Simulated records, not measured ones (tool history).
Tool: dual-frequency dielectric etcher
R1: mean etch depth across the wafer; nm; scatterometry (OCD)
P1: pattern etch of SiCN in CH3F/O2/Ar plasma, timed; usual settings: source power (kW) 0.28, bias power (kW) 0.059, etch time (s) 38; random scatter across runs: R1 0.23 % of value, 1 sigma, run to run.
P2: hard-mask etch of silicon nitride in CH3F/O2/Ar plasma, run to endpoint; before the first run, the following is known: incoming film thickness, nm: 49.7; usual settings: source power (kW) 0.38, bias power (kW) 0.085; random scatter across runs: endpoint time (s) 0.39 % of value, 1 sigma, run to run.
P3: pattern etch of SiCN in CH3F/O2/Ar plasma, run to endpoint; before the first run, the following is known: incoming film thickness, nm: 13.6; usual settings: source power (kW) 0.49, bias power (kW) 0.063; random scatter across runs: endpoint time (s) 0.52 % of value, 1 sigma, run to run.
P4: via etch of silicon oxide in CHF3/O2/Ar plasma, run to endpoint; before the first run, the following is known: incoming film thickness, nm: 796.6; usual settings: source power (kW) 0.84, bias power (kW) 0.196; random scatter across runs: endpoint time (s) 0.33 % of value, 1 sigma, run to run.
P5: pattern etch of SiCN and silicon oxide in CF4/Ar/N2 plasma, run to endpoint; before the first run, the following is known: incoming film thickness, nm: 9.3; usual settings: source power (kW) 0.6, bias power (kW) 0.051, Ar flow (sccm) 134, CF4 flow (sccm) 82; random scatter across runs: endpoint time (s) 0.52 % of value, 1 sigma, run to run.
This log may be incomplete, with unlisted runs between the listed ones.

Run 1, hour 3.7: process that ran P1, source power (kW) 0.28, bias power (kW) 0.059, etch time (s) 38. Result: R1 11.921 nm.
Run 2, hour 9.1: process that ran P5, source power (kW) 0.6, bias power (kW) 0.051, Ar flow (sccm) 134, CF4 flow (sccm) 82. Result: endpoint time (s) 9.8164.
Run 3, hour 14.4: process that ran P2, source power (kW) 0.38, bias power (kW) 0.085. Result: endpoint time (s) 66.291.
Run 4, hour 20.6: process that ran P2, source power (kW) 0.38, bias power (kW) 0.119. Result: endpoint time (s) 58.499.
Run 5, hour 24.9: process that ran P3, source power (kW) 0.49, bias power (kW) 0.063. Result: endpoint time (s) 35.061.
Run 6, hour 28.3: process that ran P5, source power (kW) 0.6, bias power (kW) 0.051, Ar flow (sccm) 162, CF4 flow (sccm) 82. Result: endpoint time (s) 10.139.
Run 7, hour 33.4: process that ran P5, source power (kW) 0.48, bias power (kW) 0.051, Ar flow (sccm) 134, CF4 flow (sccm) 82. Result: endpoint time (s) 12.039.
Run 8, hour 39.2: process that ran P3, source power (kW) 0.49, bias power (kW) 0.078. Result: endpoint time (s) 32.651.
Run 9, hour 42.1: process that ran P1, source power (kW) 0.28, bias power (kW) 0.084, etch time (s) 38. Result: R1 13.539 nm.
Run 10, hour 46.9: process that ran P2, source power (kW) 0.54, bias power (kW) 0.085. Result: endpoint time (s) 58.586.
Run 11, hour 53.4: process that ran P1, source power (kW) 0.28, bias power (kW) 0.059, etch time (s) 38. Result: R1 11.925 nm.
Run 12, hour 57: process that ran P1, source power (kW) 0.4, bias power (kW) 0.059, etch time (s) 38. Result: R1 13.675 nm.
Run 13, hour 61.3: process that ran P5, source power (kW) 0.6, bias power (kW) 0.072, Ar flow (sccm) 134, CF4 flow (sccm) 82. Result: endpoint time (s) 8.8372.
Run 14, hour 65.3: process that ran P5, source power (kW) 0.6, bias power (kW) 0.051, Ar flow (sccm) 134, CF4 flow (sccm) 54. Result: endpoint time (s) 10.608.
Run 15, hour 69.4: process that ran P1, source power (kW) 0.28, bias power (kW) 0.059, etch time (s) 38. Result: R1 11.878 nm.
Run 16, hour 74.3: process that ran P4, source power (kW) 0.84, bias power (kW) 0.141. Result: endpoint time (s) 386.03.
Run 17, hour 78.7: process that ran P3, source power (kW) 0.3, bias power (kW) 0.063. Result: endpoint time (s) 42.252.
Run 18, hour 84.6: process that ran P1, source power (kW) 0.28, bias power (kW) 0.081, etch time (s) 46.5. Result: R1 16.358 nm.
Run 19, hour 90.2: process that ran P4, source power (kW) 0.84, bias power (kW) 0.196. Result: endpoint time (s) 345.43.
Run 20, hour 94.8: process that ran P1, source power (kW) 0.28, bias power (kW) 0.039, etch time (s) 38. Result: R1 10.423 nm.
Run 21, hour 101.2: process that ran P2, source power (kW) 0.38, bias power (kW) 0.085. Result: endpoint time (s) 66.719.
Run 22, hour 104.7: process that ran P1, source power (kW) 0.2, bias power (kW) 0.059, etch time (s) 38. Result: R1 10.527 nm.
Run 23, hour 110.2: process that ran P1, source power (kW) 0.28, bias power (kW) 0.059, etch time (s) 38. Result: R1 11.953 nm.
Run 24, hour 115.4: process that ran P1, source power (kW) 0.28, bias power (kW) 0.059, etch time (s) 29.5. Result: R1 9.3012 nm.
Run 25, hour 121.9: process that ran P1, source power (kW) 0.28, bias power (kW) 0.059, etch time (s) 38. Result: R1 11.918 nm.
Run 26, hour 125.8: process that ran P1, source power (kW) 0.28, bias power (kW) 0.059, etch time (s) 48. Result: R1 15.098 nm.
Run 27, hour 129.6: process that ran P4, source power (kW) 0.62, bias power (kW) 0.196. Result: endpoint time (s) 388.81.
Run 28, hour 133.9: process that ran P1, source power (kW) 0.28, bias power (kW) 0.059, etch time (s) 38. Result: R1 11.943 nm.
Run 29, hour 139.5: process that ran P1, source power (kW) 0.28, bias power (kW) 0.059, etch time (s) 38. Result: R1 11.843 nm.
Run 30, hour 144.6: process that ran P1, source power (kW) 0.28, bias power (kW) 0.059, etch time (s) 38. Result: R1 11.812 nm.
Run 31, hour 151.1: process that ran P1, source power (kW) 0.28, bias power (kW) 0.059, etch time (s) 38. Result: R1 11.765 nm.
Run 32, hour 155.2: process that ran P1, source power (kW) 0.28, bias power (kW) 0.059, etch time (s) 38. Result: R1 11.79 nm.
Run 33, hour 160.9: process that ran P1, source power (kW) 0.28, bias power (kW) 0.059, etch time (s) 38. Result: R1 11.758 nm.
At hour 161.9: wet clean of the chamber.
Run 34, hour 166: process that ran P1, source power (kW) 0.28, bias power (kW) 0.059, etch time (s) 38. Result: R1 11.717 nm.
Run 35, hour 172.4: process that ran P1, source power (kW) 0.28, bias power (kW) 0.059, etch time (s) 38. Result: R1 11.716 nm.
Run 36, hour 176.9: process that ran P1, source power (kW) 0.28, bias power (kW) 0.059, etch time (s) 38. Result: R1 11.736 nm.
Run 37, hour 181.2: process that ran P1, source power (kW) 0.28, bias power (kW) 0.059, etch time (s) 38. Result: R1 11.811 nm.
Run 38, hour 185.5: process that ran P1, source power (kW) 0.28, bias power (kW) 0.059, etch time (s) 38. Result: R1 11.75 nm.

The output of P1 has drifted from where it used to be. Each of the 2 causes below, taken at the size shown beside it, accounts for the log equally well:
A: bias power that arrives under what is set, % = 4.51
B: source power that arrives under what is set, % = 4.14
The creep began at about hour 133.9.
All other causes, with the reason each is excluded:
chamber walls in a state that lowers the etch rate, %: work on it at hour 161.9, done after the drift set in, did not restore what the process gave before

You are offered 4 check runs, listed below with question marks in place of their results; each one averages 3 wafers. Which run separates the listed causes by giving clearly different results for each?
Run check 1, hour 189.8: process that ran P2, source power (kW) 0.53, bias power (kW) 0.085. Result: endpoint time (s) ?.
Run check 2, hour 189.8: process that ran P5, source power (kW) 0.6, bias power (kW) 0.051, Ar flow (sccm) 134, CF4 flow (sccm) 57. Result: endpoint time (s) ?.
Run check 3, hour 189.8: process that ran P3, source power (kW) 0.37, bias power (kW) 0.063. Result: endpoint time (s) ?.
Run check 4, hour 189.8: process that ran P4, source power (kW) 0.64, bias power (kW) 0.196. Result: endpoint time (s) ?.

What each check would give under each cause:
  check             result    if A    if B
check 1  endpoint time (s)  59.615  59.614
check 2  endpoint time (s)   10.69   10.93
check 3  endpoint time (s)  39.506  39.512
check 4  endpoint time (s)  389.93  390.11
Minimum pairwise separation of causes per check, each pair taken at its best-separating result: check 1 0 %; check 2 2.21 %; check 3 0.02 %; check 4 0.05 %
Check 2 tells the causes apart: in the others they would give nearly the same result.

Check 2 was carried out, with these results: endpoint time (s) 10.687. Which of the listed causes is responsible?

The correct cause is A, namely: bias power that arrives under what is set, %.

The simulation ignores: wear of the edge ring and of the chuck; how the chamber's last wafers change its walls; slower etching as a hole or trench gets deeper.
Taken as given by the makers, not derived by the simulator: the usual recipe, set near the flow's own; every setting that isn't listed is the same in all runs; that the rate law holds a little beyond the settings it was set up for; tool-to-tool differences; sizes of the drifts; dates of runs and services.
